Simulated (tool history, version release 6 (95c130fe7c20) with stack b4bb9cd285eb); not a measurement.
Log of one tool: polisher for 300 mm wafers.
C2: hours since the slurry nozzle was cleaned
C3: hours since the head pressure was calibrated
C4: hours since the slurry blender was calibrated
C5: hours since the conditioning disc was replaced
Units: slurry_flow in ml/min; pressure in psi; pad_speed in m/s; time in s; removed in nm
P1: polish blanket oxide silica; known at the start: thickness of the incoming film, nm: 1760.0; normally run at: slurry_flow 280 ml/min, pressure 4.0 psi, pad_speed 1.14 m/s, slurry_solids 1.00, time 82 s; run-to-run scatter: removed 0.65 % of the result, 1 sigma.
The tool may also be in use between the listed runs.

Run 1, day 0.358: slurry_flow 280 ml/min, pressure 4.0 psi, pad_speed 1.14 m/s, slurry_solids 1.00, time 82 s; wafers polished on this pad 915; C2 550.9; C3 575.6; C4 100.2; C5 88.2. Result: removed 218.83 nm.
Run 2, day 0.546: slurry_flow 280 ml/min, pressure 4.0 psi, pad_speed 1.14 m/s, slurry_solids 1.00, time 109 s; wafers polished on this pad 953; C2 555.4; C3 580.1; C4 104.7; C5 92.7. Result: removed 286.84 nm.
Run 3, day 0.883: slurry_flow 280 ml/min, pressure 4.0 psi, pad_speed 1.14 m/s, slurry_solids 1.00, time 82 s; wafers polished on this pad 1022; C2 563.5; C3 588.2; C4 112.8; C5 100.8. Result: removed 216.21 nm.
Run 4, day 1.312: slurry_flow 280 ml/min, pressure 4.0 psi, pad_speed 0.80 m/s, slurry_solids 0.70, time 82 s; wafers polished on this pad 1110; C2 573.8; C3 598.5; C4 123.1; C5 111.1. Result: removed 136.05 nm.
Run 5, day 1.696: slurry_flow 280 ml/min, pressure 4.0 psi, pad_speed 1.14 m/s, slurry_solids 1.00, time 50 s; wafers polished on this pad 1188; C2 583.0; C3 607.7; C4 132.3; C5 120.3. Result: removed 130.66 nm.
Run 6, day 2.100: slurry_flow 280 ml/min, pressure 4.0 psi, pad_speed 0.52 m/s, slurry_solids 1.00, time 82 s; wafers polished on this pad 1271; C2 592.7; C3 617.4; C4 142.0; C5 130.0. Result: removed 114.38 nm.
Run 7, day 2.417: slurry_flow 280 ml/min, pressure 4.0 psi, pad_speed 1.14 m/s, slurry_solids 0.55, time 82 s; wafers polished on this pad 1336; C2 600.3; C3 625.0; C4 149.6; C5 137.6. Result: removed 156.61 nm.
Run 8, day 2.725: slurry_flow 280 ml/min, pressure 4.0 psi, pad_speed 1.14 m/s, slurry_solids 1.00, time 82 s; wafers polished on this pad 1399; C2 607.7; C3 632.4; C4 157.0; C5 145.0. Result: removed 215.28 nm.
Run 9, day 3.146: slurry_flow 200 ml/min, pressure 4.0 psi, pad_speed 1.14 m/s, slurry_solids 1.00, time 82 s; wafers polished on this pad 1485; C2 617.8; C3 642.5; C4 167.1; C5 155.1. Result: removed 207.54 nm.
Run 10, day 3.488: slurry_flow 280 ml/min, pressure 4.0 psi, pad_speed 1.14 m/s, slurry_solids 1.00, time 82 s; wafers polished on this pad 1554; C2 626.0; C3 650.7; C4 175.3; C5 163.3. Result: removed 220.10 nm.
Run 11, day 3.858: slurry_flow 280 ml/min, pressure 4.0 psi, pad_speed 1.14 m/s, slurry_solids 1.00, time 82 s; wafers polished on this pad 1630; C2 634.9; C3 659.6; C4 184.2; C5 172.2. Result: removed 215.12 nm.
Run 12, day 4.071: slurry_flow 280 ml/min, pressure 4.0 psi, pad_speed 1.14 m/s, slurry_solids 1.35, time 82 s; wafers polished on this pad 1674; C2 640.0; C3 664.7; C4 189.3; C5 177.3. Result: removed 245.60 nm.
Run 13, day 4.321: slurry_flow 280 ml/min, pressure 2.2 psi, pad_speed 1.14 m/s, slurry_solids 1.00, time 82 s; wafers polished on this pad 1725; C2 646.0; C3 670.7; C4 195.3; C5 183.3. Result: removed 119.16 nm.
Run 14, day 4.612: slurry_flow 280 ml/min, pressure 5.8 psi, pad_speed 1.14 m/s, slurry_solids 1.00, time 82 s; wafers polished on this pad 1784; C2 653.0; C3 677.7; C4 202.3; C5 190.3. Result: removed 313.12 nm.
Run 15, day 4.808: slurry_flow 385 ml/min, pressure 4.0 psi, pad_speed 1.14 m/s, slurry_solids 1.00, time 82 s; wafers polished on this pad 1824; C2 657.7; C3 682.4; C4 207.0; C5 195.0. Result: removed 221.95 nm.
Run 16, day 5.104: slurry_flow 280 ml/min, pressure 4.0 psi, pad_speed 1.76 m/s, slurry_solids 1.00, time 82 s; wafers polished on this pad 1885; C2 664.8; C3 689.5; C4 214.1; C5 202.1. Result: removed 305.00 nm.
Run 17, day 5.496: slurry_flow 280 ml/min, pressure 4.0 psi, pad_speed 1.14 m/s, slurry_solids 1.00, time 82 s; wafers polished on this pad 1965; C2 674.2; C3 698.9; C4 223.5; C5 211.5. Result: removed 215.85 nm.
Run 18, day 5.717: slurry_flow 355 ml/min, pressure 4.0 psi, pad_speed 1.68 m/s, slurry_solids 1.00, time 82 s; wafers polished on this pad 2010; C2 679.5; C3 704.2; C4 228.8; C5 216.8. Result: removed 299.96 nm.

Forecast run 19:
Run 19, day 6.012: slurry_flow 280 ml/min, pressure 4.0 psi, pad_speed 1.14 m/s, slurry_solids 1.00, time 82 s; wafers polished on this pad 2070; C2 686.6; C3 711.3; C4 235.9; C5 223.9. Result: removed ?.

{"run 19": {"removed": 216.96}}

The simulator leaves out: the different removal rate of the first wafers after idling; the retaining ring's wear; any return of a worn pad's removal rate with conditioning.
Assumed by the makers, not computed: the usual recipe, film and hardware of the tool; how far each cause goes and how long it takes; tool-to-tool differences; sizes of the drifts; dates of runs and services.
